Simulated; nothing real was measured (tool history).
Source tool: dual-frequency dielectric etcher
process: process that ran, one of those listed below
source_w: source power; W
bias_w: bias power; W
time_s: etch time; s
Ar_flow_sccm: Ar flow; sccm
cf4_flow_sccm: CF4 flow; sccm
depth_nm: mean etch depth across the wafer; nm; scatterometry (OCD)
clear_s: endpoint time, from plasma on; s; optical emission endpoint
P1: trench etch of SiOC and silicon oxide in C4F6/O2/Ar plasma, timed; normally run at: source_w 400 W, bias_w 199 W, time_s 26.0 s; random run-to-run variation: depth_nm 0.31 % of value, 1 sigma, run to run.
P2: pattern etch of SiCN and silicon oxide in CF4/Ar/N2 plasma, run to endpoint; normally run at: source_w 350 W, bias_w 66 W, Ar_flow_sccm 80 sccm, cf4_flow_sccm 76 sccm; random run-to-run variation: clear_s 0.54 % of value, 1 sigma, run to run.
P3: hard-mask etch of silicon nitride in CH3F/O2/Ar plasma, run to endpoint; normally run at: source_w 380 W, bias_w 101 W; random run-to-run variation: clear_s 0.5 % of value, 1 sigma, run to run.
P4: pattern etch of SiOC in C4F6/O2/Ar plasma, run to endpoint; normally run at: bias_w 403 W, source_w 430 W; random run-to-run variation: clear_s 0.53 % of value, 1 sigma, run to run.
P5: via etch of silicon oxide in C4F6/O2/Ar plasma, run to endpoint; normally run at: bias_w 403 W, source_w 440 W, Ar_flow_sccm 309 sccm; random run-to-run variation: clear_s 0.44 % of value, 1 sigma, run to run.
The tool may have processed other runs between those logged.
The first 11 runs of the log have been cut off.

Run 12, hour 148.0: process P2, source_w 350 W, bias_w 66 W, Ar_flow_sccm 80 sccm, cf4_flow_sccm 76 sccm. Result: clear_s 24.097 s.
Run 13, hour 155.4: process P4, source_w 430 W, bias_w 517 W. Result: clear_s 16.649 s.
Run 14, hour 164.8: process P1, source_w 400 W, bias_w 139 W, time_s 26.0 s. Result: depth_nm 46.905 nm.
Run 15, hour 180.2: process P1, source_w 400 W, bias_w 199 W, time_s 17.5 s. Result: depth_nm 35.248 nm.
Run 16, hour 194.3: process P1, source_w 400 W, bias_w 264 W, time_s 26.0 s. Result: depth_nm 57.465 nm.
Run 17, hour 203.3: process P5, source_w 440 W, bias_w 403 W, Ar_flow_sccm 309 sccm. Result: clear_s 23.231 s.
Run 18, hour 211.9: process P1, source_w 400 W, bias_w 125 W, time_s 14.5 s. Result: depth_nm 25.433 nm.
Run 19, hour 224.8: process P2, source_w 250 W, bias_w 66 W, Ar_flow_sccm 80 sccm, cf4_flow_sccm 76 sccm. Result: clear_s 33.013 s.
Run 20, hour 236.4: process P3, source_w 380 W, bias_w 101 W. Result: clear_s 39.167 s.
Run 21, hour 244.4: process P1, source_w 290 W, bias_w 199 W, time_s 26.0 s. Result: depth_nm 46.411 nm.
At hour 255.5: bias power generator calibrated.
Run 22, hour 257.3: process P3, source_w 220 W, bias_w 101 W. Result: clear_s 47.614 s.
Run 23, hour 268.7: process P3, source_w 380 W, bias_w 132 W. Result: clear_s 35.043 s.
Run 24, hour 280.3: process P1, source_w 400 W, bias_w 199 W, time_s 26.0 s. Result: depth_nm 52.421 nm.
Run 25, hour 291.3: process P4, source_w 430 W, bias_w 403 W. Result: clear_s 18.329 s.
Run 26, hour 306.7: process P4, source_w 260 W, bias_w 403 W. Result: clear_s 21.962 s.
Run 27, hour 315.7: process P2, source_w 350 W, bias_w 66 W, Ar_flow_sccm 80 sccm, cf4_flow_sccm 105 sccm. Result: clear_s 23.189 s.
Run 28, hour 323.4: process P1, source_w 400 W, bias_w 156 W, time_s 17.5 s. Result: depth_nm 32.861 nm.
Run 29, hour 330.8: process P1, source_w 400 W, bias_w 199 W, time_s 26.0 s. Result: depth_nm 52.436 nm.
Run 30, hour 339.9: process P1, source_w 400 W, bias_w 199 W, time_s 26.0 s. Result: depth_nm 52.748 nm.
Run 31, hour 349.3: process P1, source_w 400 W, bias_w 199 W, time_s 39.0 s. Result: depth_nm 78.307 nm.
Run 32, hour 364.7: process P5, source_w 590 W, bias_w 403 W, Ar_flow_sccm 309 sccm. Result: clear_s 20.897 s.
Run 33, hour 379.1: process P2, source_w 350 W, bias_w 66 W, Ar_flow_sccm 80 sccm, cf4_flow_sccm 76 sccm. Result: clear_s 24.082 s.
Run 34, hour 386.5: process P1, source_w 400 W, bias_w 199 W, time_s 26.0 s. Result: depth_nm 52.836 nm.

What does the tool deliver on the next run?
Run 35, hour 397.6: process P1, source_w 400 W, bias_w 199 W, time_s 26.0 s. Result: depth_nm ?.

{"run 35": {"depth_nm": 52.115}}

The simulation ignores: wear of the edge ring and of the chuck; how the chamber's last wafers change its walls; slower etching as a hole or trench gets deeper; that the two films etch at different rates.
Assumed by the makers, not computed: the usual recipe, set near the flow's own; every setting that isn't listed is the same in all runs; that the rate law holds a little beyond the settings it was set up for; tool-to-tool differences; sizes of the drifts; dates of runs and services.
